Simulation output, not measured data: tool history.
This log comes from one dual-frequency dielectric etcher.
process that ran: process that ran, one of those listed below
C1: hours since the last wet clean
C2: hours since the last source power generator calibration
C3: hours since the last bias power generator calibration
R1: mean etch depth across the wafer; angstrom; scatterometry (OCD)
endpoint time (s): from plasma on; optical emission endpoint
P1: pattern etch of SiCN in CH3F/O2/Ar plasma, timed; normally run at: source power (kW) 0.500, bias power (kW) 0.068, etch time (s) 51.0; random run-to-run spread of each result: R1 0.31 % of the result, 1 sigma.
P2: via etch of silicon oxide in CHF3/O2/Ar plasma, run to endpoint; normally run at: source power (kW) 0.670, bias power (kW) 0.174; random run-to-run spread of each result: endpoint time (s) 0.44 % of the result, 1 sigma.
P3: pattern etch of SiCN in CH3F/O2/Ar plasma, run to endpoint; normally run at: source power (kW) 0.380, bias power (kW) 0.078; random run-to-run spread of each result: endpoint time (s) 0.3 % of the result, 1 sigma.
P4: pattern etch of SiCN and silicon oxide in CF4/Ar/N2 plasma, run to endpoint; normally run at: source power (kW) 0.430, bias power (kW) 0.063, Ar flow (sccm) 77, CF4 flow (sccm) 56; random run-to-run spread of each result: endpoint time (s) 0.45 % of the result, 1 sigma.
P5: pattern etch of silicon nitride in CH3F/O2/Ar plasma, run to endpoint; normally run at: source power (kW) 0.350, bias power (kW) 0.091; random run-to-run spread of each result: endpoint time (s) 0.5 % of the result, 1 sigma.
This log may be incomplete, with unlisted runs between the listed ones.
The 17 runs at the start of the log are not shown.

{"run": 18, "hour": 102.1, "process that ran": "P4", "source power (kW)": 0.43, "bias power (kW)": 0.063, "Ar flow (sccm)": 77, "CF4 flow (sccm)": 56, "C1": 287.9, "C2": 2670.1, "C3": 20.8, "endpoint time (s)": 12.813}
{"run": 19, "hour": 106.0, "process that ran": "P4", "source power (kW)": 0.43, "bias power (kW)": 0.063, "Ar flow (sccm)": 77, "CF4 flow (sccm)": 56, "C1": 291.8, "C2": 2674.0, "C3": 24.7, "endpoint time (s)": 12.887}
{"run": 20, "hour": 112.2, "process that ran": "P4", "source power (kW)": 0.43, "bias power (kW)": 0.081, "Ar flow (sccm)": 77, "CF4 flow (sccm)": 56, "C1": 298.0, "C2": 2680.2, "C3": 30.9, "endpoint time (s)": 11.792}
{"run": 21, "hour": 120.3, "process that ran": "P4", "source power (kW)": 0.43, "bias power (kW)": 0.063, "Ar flow (sccm)": 61, "CF4 flow (sccm)": 56, "C1": 306.1, "C2": 2688.3, "C3": 39.0, "endpoint time (s)": 12.417}
{"run": 22, "hour": 123.9, "process that ran": "P1", "source power (kW)": 0.5, "bias power (kW)": 0.056, "etch time (s)": 37.5, "C1": 309.7, "C2": 2691.9, "C3": 42.6, "R1": 135.43}
{"run": 23, "hour": 131.1, "process that ran": "P2", "source power (kW)": 0.67, "bias power (kW)": 0.211, "C1": 316.9, "C2": 2699.1, "C3": 49.8, "endpoint time (s)": 329.9}
{"run": 24, "hour": 136.3, "process that ran": "P1", "source power (kW)": 0.5, "bias power (kW)": 0.068, "etch time (s)": 51.0, "C1": 322.1, "C2": 2704.3, "C3": 55.0, "R1": 198.47}
{"run": 25, "hour": 143.0, "process that ran": "P1", "source power (kW)": 0.5, "bias power (kW)": 0.068, "etch time (s)": 51.0, "C1": 328.8, "C2": 2711.0, "C3": 61.7, "R1": 198.38}

Estimate the outcome of run 26 from the log above:
{"run": 26, "hour": 150.4, "process that ran": "P4", "source power (kW)": 0.43, "bias power (kW)": 0.063, "Ar flow (sccm)": 77, "CF4 flow (sccm)": 38, "C1": 336.2, "C2": 2718.4, "C3": 69.1, "endpoint time (s)": "?"}

Logged for run 26: endpoint time (s) 13.582.
